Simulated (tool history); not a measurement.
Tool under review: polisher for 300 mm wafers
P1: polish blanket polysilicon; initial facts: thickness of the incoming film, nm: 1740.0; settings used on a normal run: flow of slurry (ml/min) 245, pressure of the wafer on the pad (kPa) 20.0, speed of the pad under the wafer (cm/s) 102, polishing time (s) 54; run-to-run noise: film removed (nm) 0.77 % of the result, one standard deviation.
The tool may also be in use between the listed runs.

| run | day | flow of slurry (ml/min) | pressure of the wafer on the pad (kPa) | speed of the pad under the wafer (cm/s) | polishing time (s) | wafers polished on this pad | hours since the slurry nozzle was cleaned | hours since the head pressure was calibrated | film removed (nm) |
|---|---|---|---|---|---|---|---|---|---|
| 1 | 0.175 | 245 | 20.0 | 102 | 54 | 609 | 122.4 | 245.5 | 439.89 |
| 2 | 0.408 | 245 | 20.0 | 68 | 77 | 659 | 128.0 | 251.1 | 431.81 |
| 3 | 0.604 | 355 | 20.0 | 138 | 54 | 702 | 132.7 | 255.8 | 626.76 |
| 4 | 0.850 | 245 | 31.7 | 102 | 54 | 756 | 138.6 | 261.7 | 710.43 |
|  | 1.033 | head pressure recalibrated |
| 5 | 1.179 | 245 | 9.0 | 102 | 54 | 827 | 146.5 | 3.5 | 198.93 |
| 6 | 1.529 | 245 | 20.0 | 102 | 54 | 904 | 154.9 | 11.9 | 446.53 |
| 7 | 1.858 | 245 | 20.0 | 102 | 77 | 976 | 162.8 | 19.8 | 644.69 |
| 8 | 2.058 | 245 | 20.0 | 46 | 54 | 1019 | 167.6 | 24.6 | 201.08 |
| 9 | 2.329 | 245 | 20.0 | 160 | 54 | 1078 | 174.1 | 31.1 | 692.42 |
| 10 | 2.717 | 145 | 20.0 | 102 | 54 | 1163 | 183.4 | 40.4 | 416.89 |
| 11 | 3.112 | 245 | 20.0 | 102 | 24 | 1249 | 192.9 | 49.9 | 195.58 |
| 12 | 3.496 | 245 | 20.0 | 102 | 54 | 1332 | 202.1 | 59.1 | 445.29 |
| 13 | 3.692 | 245 | 20.0 | 102 | 54 | 1375 | 206.8 | 63.8 | 448.21 |
| 14 | 3.896 | 245 | 20.0 | 102 | 54 | 1420 | 211.7 | 68.7 | 444.00 |
| 15 | 4.108 | 330 | 20.0 | 102 | 54 | 1466 | 216.8 | 73.8 | 456.48 |
| 16 | 4.479 | 245 | 20.0 | 102 | 54 | 1547 | 225.7 | 82.7 | 444.78 |
| 17 | 4.850 | 245 | 20.0 | 102 | 54 | 1628 | 234.6 | 91.6 | 445.01 |
| 18 | 5.146 | 245 | 20.0 | 102 | 54 | 1692 | 241.7 | 98.7 | 437.88 |
| 19 | 5.325 | 245 | 20.0 | 102 | 54 | 1731 | 246.0 | 103.0 | 430.96 |
| 20 | 5.712 | 245 | 20.0 | 102 | 54 | 1816 | 255.3 | 112.3 | 432.60 |
| 21 | 6.025 | 245 | 20.0 | 102 | 54 | 1884 | 262.8 | 119.8 | 425.73 |
|  | 6.100 | head pressure recalibrated |
| 22 | 6.379 | 245 | 20.0 | 102 | 54 | 1961 | 271.3 | 6.8 | 422.68 |
| 23 | 6.721 | 245 | 20.0 | 102 | 54 | 2035 | 279.5 | 15.0 | 417.34 |

Predict the results of run 24:
| 24 | 7.079 | 245 | 20.0 | 102 | 54 | 2114 | 288.1 | 23.6 | ? |

film removed (nm): 423.35

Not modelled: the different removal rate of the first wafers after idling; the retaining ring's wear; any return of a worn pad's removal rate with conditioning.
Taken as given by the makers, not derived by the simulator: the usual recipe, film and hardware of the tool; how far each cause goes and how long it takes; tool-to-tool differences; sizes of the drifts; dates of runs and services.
